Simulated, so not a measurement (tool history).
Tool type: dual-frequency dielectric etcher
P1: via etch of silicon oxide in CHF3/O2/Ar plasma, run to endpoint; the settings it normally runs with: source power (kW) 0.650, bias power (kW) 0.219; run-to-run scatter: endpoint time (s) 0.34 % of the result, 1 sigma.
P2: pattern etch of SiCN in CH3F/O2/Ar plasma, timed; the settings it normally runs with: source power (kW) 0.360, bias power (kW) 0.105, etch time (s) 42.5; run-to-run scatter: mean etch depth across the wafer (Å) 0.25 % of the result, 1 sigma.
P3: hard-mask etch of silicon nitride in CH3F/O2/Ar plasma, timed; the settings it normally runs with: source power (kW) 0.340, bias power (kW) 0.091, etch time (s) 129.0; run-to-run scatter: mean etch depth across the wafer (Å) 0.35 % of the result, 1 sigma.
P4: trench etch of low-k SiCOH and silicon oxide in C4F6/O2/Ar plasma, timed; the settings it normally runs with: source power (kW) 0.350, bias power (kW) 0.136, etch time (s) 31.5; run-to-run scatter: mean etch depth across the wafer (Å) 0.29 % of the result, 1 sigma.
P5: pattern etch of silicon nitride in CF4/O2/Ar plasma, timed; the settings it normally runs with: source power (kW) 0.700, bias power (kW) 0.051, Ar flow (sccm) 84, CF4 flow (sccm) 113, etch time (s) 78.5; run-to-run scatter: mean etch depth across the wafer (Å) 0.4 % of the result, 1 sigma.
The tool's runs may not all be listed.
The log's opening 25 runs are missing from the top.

run,hour,process that ran,source power (kW),bias power (kW),etch time (s),Ar flow (sccm),CF4 flow (sccm),hours since the last wet clean,hours since the last source power generator calibration,hours since the last bias power generator calibration,endpoint time (s),mean etch depth across the wafer (Å)
26,147.6,P5,0.700,0.051,56.5,84,113,123.7,1525.0,2090.8,,1451.600
27,151.6,P4,0.450,0.136,31.5,,,127.7,1529.0,2094.8,,953.280
28,157.2,P5,0.700,0.051,78.5,84,113,133.3,1534.6,2100.4,,2020.600
29,164.8,P3,0.340,0.091,129.0,,,140.9,1542.2,2108.0,,903.230
30,168.7,P4,0.350,0.136,44.0,,,144.8,1546.1,2111.9,,1195.700
31,175.5,P1,0.650,0.219,,,,151.6,1552.9,2118.7,350.97,
32,179.8,P3,0.340,0.091,129.0,,,155.9,1557.2,2123.0,,905.660
33,183.6,P1,0.650,0.219,,,,159.7,1561.0,2126.8,352.27,
34,188.3,P1,0.650,0.219,,,,164.4,1565.7,2131.5,353.79,
35,192.4,P1,0.650,0.219,,,,168.5,1569.8,2135.6,355.09,

The next listed run, before its measurement:
36,197.0,P1,0.650,0.219,,,,173.1,1574.4,2140.2,?,

{"run 36": {"endpoint time (s)": 354.54}}
